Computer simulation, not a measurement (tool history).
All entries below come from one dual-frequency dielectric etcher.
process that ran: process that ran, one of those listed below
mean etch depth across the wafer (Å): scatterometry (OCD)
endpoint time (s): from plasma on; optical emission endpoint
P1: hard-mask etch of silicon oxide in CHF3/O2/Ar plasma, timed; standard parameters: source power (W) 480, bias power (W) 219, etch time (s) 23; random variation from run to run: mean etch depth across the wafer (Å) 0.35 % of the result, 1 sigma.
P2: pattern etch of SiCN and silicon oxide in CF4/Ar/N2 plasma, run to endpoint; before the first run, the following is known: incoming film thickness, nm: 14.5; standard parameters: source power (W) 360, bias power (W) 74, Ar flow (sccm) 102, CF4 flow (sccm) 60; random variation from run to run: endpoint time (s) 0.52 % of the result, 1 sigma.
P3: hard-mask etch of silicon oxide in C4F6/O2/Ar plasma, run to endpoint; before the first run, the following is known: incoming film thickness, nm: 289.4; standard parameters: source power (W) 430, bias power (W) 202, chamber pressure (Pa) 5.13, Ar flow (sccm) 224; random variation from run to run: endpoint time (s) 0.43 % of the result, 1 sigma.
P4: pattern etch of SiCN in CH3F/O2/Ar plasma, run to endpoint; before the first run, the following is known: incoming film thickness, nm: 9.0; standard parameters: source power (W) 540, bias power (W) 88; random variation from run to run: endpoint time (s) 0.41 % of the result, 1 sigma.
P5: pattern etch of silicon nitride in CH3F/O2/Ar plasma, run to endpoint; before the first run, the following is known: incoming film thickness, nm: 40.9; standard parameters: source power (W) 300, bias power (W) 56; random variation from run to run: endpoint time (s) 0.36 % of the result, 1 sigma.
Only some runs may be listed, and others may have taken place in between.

run   hour  process that ran  source power (W)  bias power (W)  etch time (s)  Ar flow (sccm)  CF4 flow (sccm)  chamber pressure (Pa)  mean etch depth across the wafer (Å)  endpoint time (s)
  1    2.5                P1               480             219             23                                                                                        432.96
  2    6.6                P1               480             219             23                                                                                        438.61
  3    9.4                P2               360              74                            102               60                                                                          21.002
  4   11.9                P1               640             219             23                                                                                         485.9
  5   15.6                P1               300             219             23                                                                                        367.87
  6   19.8                P2               360             100                            102               60                                                                          18.719
  7   22.4                P3               290             202                            224                                    5.13                                                   98.422
  8     26                P4               540              64                                                                                                                          22.164
  9     29                P1               480             175             23                                                                                        400.42
 10     32                P1               630             219           14.5                                                                                         305.1
 11     34                P4               740              88                                                                                                                           17.77
 12     36                P5               420              56                                                                                                                          62.811
 13   38.8                P1               480             219             23                                                                                        434.35
 14   41.1                P1               480             219             23                                                                                        436.07
 15   43.4                P1               480             219           12.5                                                                                        236.84
 16   46.2                P4               540              88                                                                                                                          19.967
 17   49.1                P1               480             219             23                                                                                        435.36
 18   51.1                P1               480             219             23                                                                                        434.73
 19   53.1                P3               430             202                            224                                     3.8                                                   81.502
 20   56.6                P1               640             219           29.5                                                                                        620.59
 21   59.1                P5               300              74                                                                                                                          65.947
 22     63                P1               480             303             23                                                                                        490.62
 23   65.8                P2               360              74                            102               43                                                                          22.189
 24   69.2                P2               220              74                            102               60                                                                          32.444
 25     72                P5               300              56                                                                                                                          72.356
 26   74.4                P1               480             219             32                                                                                        608.41
 27   78.5                P3               430             202                            224                                    5.13                                                   85.021
 28   82.1                P3               430             202                            156                                    5.13                                                   81.522
 29     84                P3               430             161                            224                                    5.13                                                   90.082
 30   86.2                P2               360              74                            144               60                                                                          22.217
 31   88.2                P1               480             219             23                                                                                        434.04
 32   92.3                P1               480             219             23                                                                                           429
 33   94.5                P1               480             219             23                                                                                        428.82
 34   97.3                P1               480             219             23                                                                                        428.42
      98.7  -- wet clean of the chamber
 35   99.2                P1               480             219             23                                                                                        428.74
 36  101.4                P1               480             219             23                                                                                        428.18
 37  103.3                P1               480             219             23                                                                                        428.31

What P1 gives has crept away from where it was. These 2 causes fit the log equally well, each at the size given:
A: source power that arrives under what is set, % = 4.58
B: bias power that arrives under what is set, % = 4.88
At approximately hour 88.2, the process output began to creep.
What rules out each remaining cause:
chamber walls in a state that lowers the etch rate, %: its service at hour 98.7 followed the start of the drift and did not put the process back to its old value

Which of the check runs below tells the causes apart, meaning the causes would give it clearly different results? Each run uses 3 wafers whose results are averaged, and each result is shown as a question mark.
check 1  105.2                P4               640              88                                                                                                                               ?
check 2  105.2                P2               240              74                            102               48                                                                               ?
check 3  105.2                P5               300              67                                                                                                                               ?
check 4  105.2                P3               430             202                            157                                    5.13                                                        ?

If the cause were each of the candidates in turn, the checks would give the following:
  check             result    if A    if B
check 1  endpoint time (s)  19.019  19.022
check 2  endpoint time (s)  32.105  31.404
check 3  endpoint time (s)  69.021  68.981
check 4  endpoint time (s)  82.831  82.655
Minimum pairwise separation of causes per check, each pair taken at its best-separating result: check 1 0.02 %; check 2 2.2 %; check 3 0.06 %; check 4 0.21 %
Check 2 tells the causes apart: in the others they would give nearly the same result.

Here is what check 2 returned: endpoint time (s) 31.446. Which cause is it?

The cause is B: bias power that arrives under what is set, %.
